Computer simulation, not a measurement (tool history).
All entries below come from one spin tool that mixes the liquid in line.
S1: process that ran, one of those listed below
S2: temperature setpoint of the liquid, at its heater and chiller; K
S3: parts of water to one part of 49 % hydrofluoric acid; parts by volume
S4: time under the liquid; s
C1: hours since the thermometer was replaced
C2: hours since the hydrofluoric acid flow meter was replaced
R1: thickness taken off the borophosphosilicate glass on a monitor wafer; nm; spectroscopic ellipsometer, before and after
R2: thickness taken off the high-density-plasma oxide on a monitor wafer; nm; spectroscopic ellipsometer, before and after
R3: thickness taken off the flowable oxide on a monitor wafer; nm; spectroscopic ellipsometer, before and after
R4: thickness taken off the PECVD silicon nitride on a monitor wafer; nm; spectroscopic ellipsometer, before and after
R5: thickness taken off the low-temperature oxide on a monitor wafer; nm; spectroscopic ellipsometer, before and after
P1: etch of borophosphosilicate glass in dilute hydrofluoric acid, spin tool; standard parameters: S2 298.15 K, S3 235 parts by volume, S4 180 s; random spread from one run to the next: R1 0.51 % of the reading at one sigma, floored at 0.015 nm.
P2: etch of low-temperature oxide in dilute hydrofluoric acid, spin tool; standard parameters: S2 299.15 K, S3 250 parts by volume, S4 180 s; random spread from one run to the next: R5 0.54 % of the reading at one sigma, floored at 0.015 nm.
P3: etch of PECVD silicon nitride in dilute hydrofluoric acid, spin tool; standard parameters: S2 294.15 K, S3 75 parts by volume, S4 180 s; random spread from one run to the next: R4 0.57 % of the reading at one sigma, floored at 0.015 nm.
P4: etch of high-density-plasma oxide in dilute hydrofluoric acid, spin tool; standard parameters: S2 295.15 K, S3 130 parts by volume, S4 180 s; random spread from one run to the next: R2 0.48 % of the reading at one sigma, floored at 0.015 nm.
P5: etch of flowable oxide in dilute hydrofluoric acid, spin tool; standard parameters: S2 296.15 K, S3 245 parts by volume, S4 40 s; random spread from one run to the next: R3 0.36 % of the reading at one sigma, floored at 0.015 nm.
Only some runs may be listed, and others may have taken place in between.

run,hour,S1,S2,S3,S4,C1,C2,R1,R2,R3,R4,R5
1,8.3,P1,298.15,235,180,556.2,297.8,30.244,,,,
2,15,P4,295.15,130,305,562.9,304.5,,10.8,,,
3,21.1,P5,296.15,245,75,569,310.6,,,13.255,,
4,30.8,P1,298.15,235,85,578.7,320.3,14.255,,,,
5,39.1,P3,294.15,75,340,587,328.6,,,,8.4782,
6,44.9,P5,296.15,90,40,592.8,334.4,,,22.805,,
7,50.8,P4,295.15,130,180,598.7,340.3,,6.3738,,,
8,55.6,P2,302.65,250,180,603.5,345.1,,,,,16.245
9,63.9,P2,299.15,45,180,611.8,353.4,,,,,102.99
10,71.7,P3,290.15,75,180,619.6,361.2,,,,3.3359,
11,78.7,P3,294.15,75,180,626.6,368.2,,,,4.4479,
12,86,P1,298.15,235,180,633.9,375.5,30.237,,,,
13,90.7,P3,294.15,35,180,638.6,380.2,,,,9.3103,
14,98,P1,298.15,140,180,645.9,387.5,55.968,,,,
15,102.9,P1,298.15,340,180,650.8,392.4,18.611,,,,
16,111.5,P4,295.15,130,180,659.4,401,,6.3854,,,
17,120.8,P1,293.15,235,180,668.7,410.3,24.953,,,,
18,129.6,P4,295.15,35,180,677.5,419.1,,26.402,,,
19,134.9,P1,298.15,235,180,682.8,424.4,30.169,,,,
20,139.8,P1,298.15,235,180,687.7,429.3,30.261,,,,
21,146.4,P5,303.15,245,40,694.3,435.9,,,8.9995,,
22,155.5,P3,294.15,75,180,703.4,445,,,,4.447,
23,163.6,P2,299.15,250,180,711.5,453.1,,,,,14.47
24,170.1,P2,299.15,250,360,718,459.6,,,,,28.796

Predict the results of run 25:
# hour 178.1: thermometer replaced
25,180.2,P5,296.15,245,40,2.1,469.7,,,?,,

R3: 7.0338 nm

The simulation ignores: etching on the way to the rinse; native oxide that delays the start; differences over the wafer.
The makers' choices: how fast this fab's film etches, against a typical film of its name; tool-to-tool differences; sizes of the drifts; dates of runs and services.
